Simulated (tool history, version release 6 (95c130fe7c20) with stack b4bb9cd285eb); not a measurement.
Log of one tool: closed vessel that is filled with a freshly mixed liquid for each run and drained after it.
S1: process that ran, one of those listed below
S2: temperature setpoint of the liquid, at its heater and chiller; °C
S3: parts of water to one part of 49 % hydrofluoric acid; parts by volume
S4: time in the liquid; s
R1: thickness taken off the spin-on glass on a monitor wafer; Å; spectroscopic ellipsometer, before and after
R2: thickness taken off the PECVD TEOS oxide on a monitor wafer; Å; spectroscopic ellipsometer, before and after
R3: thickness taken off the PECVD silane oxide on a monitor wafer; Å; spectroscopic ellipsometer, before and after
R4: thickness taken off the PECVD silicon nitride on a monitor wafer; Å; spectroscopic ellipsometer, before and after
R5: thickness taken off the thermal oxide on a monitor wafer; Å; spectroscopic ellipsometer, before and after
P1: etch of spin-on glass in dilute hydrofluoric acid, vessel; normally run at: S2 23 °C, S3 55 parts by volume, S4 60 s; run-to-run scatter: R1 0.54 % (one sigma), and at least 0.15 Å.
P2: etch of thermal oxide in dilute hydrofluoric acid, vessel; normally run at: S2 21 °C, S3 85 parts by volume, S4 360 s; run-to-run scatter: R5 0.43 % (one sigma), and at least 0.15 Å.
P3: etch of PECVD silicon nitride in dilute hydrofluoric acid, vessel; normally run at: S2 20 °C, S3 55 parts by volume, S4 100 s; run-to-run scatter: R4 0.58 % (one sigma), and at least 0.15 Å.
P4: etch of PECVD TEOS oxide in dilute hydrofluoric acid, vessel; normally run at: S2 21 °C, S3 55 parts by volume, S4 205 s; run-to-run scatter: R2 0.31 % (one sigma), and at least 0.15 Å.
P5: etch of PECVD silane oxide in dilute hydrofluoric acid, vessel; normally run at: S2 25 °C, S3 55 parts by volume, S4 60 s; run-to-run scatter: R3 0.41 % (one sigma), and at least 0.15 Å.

| run | day | S1 | S2 | S3 | S4 | R1 | R2 | R3 | R4 | R5 |
|---|---|---|---|---|---|---|---|---|---|---|
| 1 | 0.517 | P1 | 23 | 55 | 60 | 347.86 |  |  |  |  |
| 2 | 1.075 | P1 | 23 | 55 | 30 | 172.9 |  |  |  |  |
| 3 | 1.7 | P4 | 21 | 55 | 205 |  | 323.36 |  |  |  |
| 4 | 2.071 | P4 | 21 | 55 | 85 |  | 134.72 |  |  |  |
| 5 | 2.708 | P5 | 17.5 | 55 | 60 |  |  | 400.51 |  |  |
| 6 | 3.175 | P3 | 20 | 105 | 100 |  |  |  | 27.503 |  |
| 7 | 3.5 | P1 | 23 | 30 | 60 | 658.93 |  |  |  |  |
| 8 | 3.9 | P1 | 23 | 55 | 60 | 345.94 |  |  |  |  |
| 9 | 4.425 | P1 | 23 | 55 | 90 | 514.84 |  |  |  |  |
| 10 | 4.925 | P3 | 20 | 55 | 30 |  |  |  | 15.569 |  |
| 11 | 5.329 | P1 | 23 | 55 | 60 | 345.5 |  |  |  |  |
| 12 | 5.629 | P1 | 27 | 55 | 60 | 405.38 |  |  |  |  |
| 13 | 6.058 | P5 | 25 | 55 | 110 |  |  | 1005.2 |  |  |
| 14 | 6.617 | P1 | 17 | 55 | 60 | 270.73 |  |  |  |  |
| 15 | 7.196 | P2 | 21 | 85 | 360 |  |  |  |  | 183.65 |
| 16 | 7.508 | P1 | 28 | 30 | 60 | 808.87 |  |  |  |  |
| 17 | 7.871 | P3 | 17 | 55 | 100 |  |  |  | 42.148 |  |
| 18 | 8.521 | P2 | 17 | 85 | 360 |  |  |  |  | 155.83 |
| 19 | 8.817 | P1 | 23 | 55 | 60 | 347.76 |  |  |  |  |
| 20 | 9.392 | P5 | 25 | 55 | 60 |  |  | 549.82 |  |  |
| 21 | 9.692 | P4 | 29.5 | 55 | 205 |  | 459.25 |  |  |  |
| 22 | 10.062 | P2 | 21 | 150 | 360 |  |  |  |  | 96.481 |
| 23 | 10.533 | P4 | 21 | 55 | 205 |  | 324.52 |  |  |  |
| 24 | 11.171 | P4 | 21 | 80 | 205 |  | 217.12 |  |  |  |
| 25 | 11.596 | P5 | 25 | 55 | 60 |  |  | 546.89 |  |  |
| 26 | 12.133 | P5 | 25 | 95 | 60 |  |  | 299.89 |  |  |
| 27 | 12.512 | P3 | 20 | 55 | 100 |  |  |  | 51.829 |  |
| 28 | 13.117 | P1 | 23 | 30 | 30 | 329.36 |  |  |  |  |
| 29 | 13.408 | P1 | 23 | 95 | 60 | 191.83 |  |  |  |  |
| 30 | 13.979 | P2 | 21 | 85 | 95 |  |  |  |  | 48.43 |
| 31 | 14.508 | P1 | 17 | 55 | 30 | 134.15 |  |  |  |  |
| 32 | 15.025 | P1 | 23 | 55 | 60 | 344.96 |  |  |  |  |
| 33 | 15.458 | P1 | 23 | 55 | 60 | 349.68 |  |  |  |  |
| 34 | 16.079 | P1 | 23 | 55 | 60 | 330.86 |  |  |  |  |
| 35 | 16.558 | P1 | 23 | 55 | 60 | 324.85 |  |  |  |  |
| 36 | 16.858 | P1 | 23 | 55 | 60 | 321.83 |  |  |  |  |
| 37 | 17.525 | P1 | 23 | 55 | 60 | 317.35 |  |  |  |  |
| 38 | 18.108 | P1 | 23 | 55 | 60 | 320.07 |  |  |  |  |
| 39 | 18.625 | P1 | 23 | 55 | 60 | 314.88 |  |  |  |  |

What P1 gives has crept away from where it was. These 2 causes fit the log equally well, each at the size given:
A: liquid colder than its thermometer reads (K) = 2.18
B: hydrofluoric acid flow below the setpoint (%) = 8.08
The creep began at about day 15.458.

4 check runs are offered, each on 2 wafers whose results are averaged, their results left as question marks. Which one tells the causes apart?
| check 1 | 19.142 | P3 | 17 | 55 | 45 |  |  |  | ? |  |
| check 2 | 19.142 | P2 | 17 | 150 | 360 |  |  |  |  | ? |
| check 3 | 19.142 | P4 | 24.5 | 55 | 100 |  | ? |  |  |  |
| check 4 | 19.142 | P5 | 18 | 55 | 60 |  |  | ? |  |  |

What each check would give under each cause:
| check | result | if A | if B |
|---|---|---|---|
| check 1 | R4 | 16.149 | 17.395 |
| check 2 | R5 | 75.178 | 74.681 |
| check 3 | R2 | 166.83 | 166.69 |
| check 4 | R3 | 372.21 | 374.05 |
How far apart the two closest causes lie, in the result that separates them most: check 1 7.43 %; check 2 0.66 %; check 3 0.08 %; check 4 0.49 %
Only check 1 tells the causes apart: in the others they would give nearly the same result.

Then check 1 was run and gave: R4 15.884 Å. Which cause is it?

It is A: liquid colder than its thermometer reads (K).
